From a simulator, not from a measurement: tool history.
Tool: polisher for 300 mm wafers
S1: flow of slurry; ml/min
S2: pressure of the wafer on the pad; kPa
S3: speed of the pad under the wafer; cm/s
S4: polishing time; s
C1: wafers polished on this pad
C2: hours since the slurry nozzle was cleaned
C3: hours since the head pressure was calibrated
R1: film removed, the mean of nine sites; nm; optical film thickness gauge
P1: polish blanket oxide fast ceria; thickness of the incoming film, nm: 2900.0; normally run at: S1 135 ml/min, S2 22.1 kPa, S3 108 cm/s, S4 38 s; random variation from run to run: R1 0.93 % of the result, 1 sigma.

run	hour	S1	S2	S3	S4	C1	C2	C3	R1
1	5.1	135	22.1	108	38	323	341.5	576.1	621.52
2	8	135	22.1	108	38	364	344.4	579	627.49
3	13.6	135	22.1	108	22	442	350	584.6	367.59
4	16.9	205	22.1	108	38	489	353.3	587.9	659.33
5	20	135	22.1	108	38	532	356.4	591	627.67
6	22.6	135	22.1	108	38	568	359	593.6	615.39
7	27.7	135	30.3	108	38	640	364.1	598.7	842.35
8	32.7	135	22.1	108	51	710	369.1	603.7	831.06
9	37.1	135	22.1	108	38	771	373.5	608.1	618.92
10	42	80	22.1	108	47	840	378.4	613	683.22
11	45.8	135	22.1	50	38	893	382.2	616.8	283.91
12	51.4	135	10.3	108	38	972	387.8	622.4	293.22
13	54.1	135	22.1	108	38	1009	390.5	625.1	619.62
14	58.3	135	22.1	146	38	1068	394.7	629.3	843.03
15	61.2	80	22.1	108	38	1109	397.6	632.2	549.97

Run 16 comes next. What will it give?
16	64.6	135	22.1	108	38	1156	401	635.6	?

{"run 16": {"R1": 622.63}}
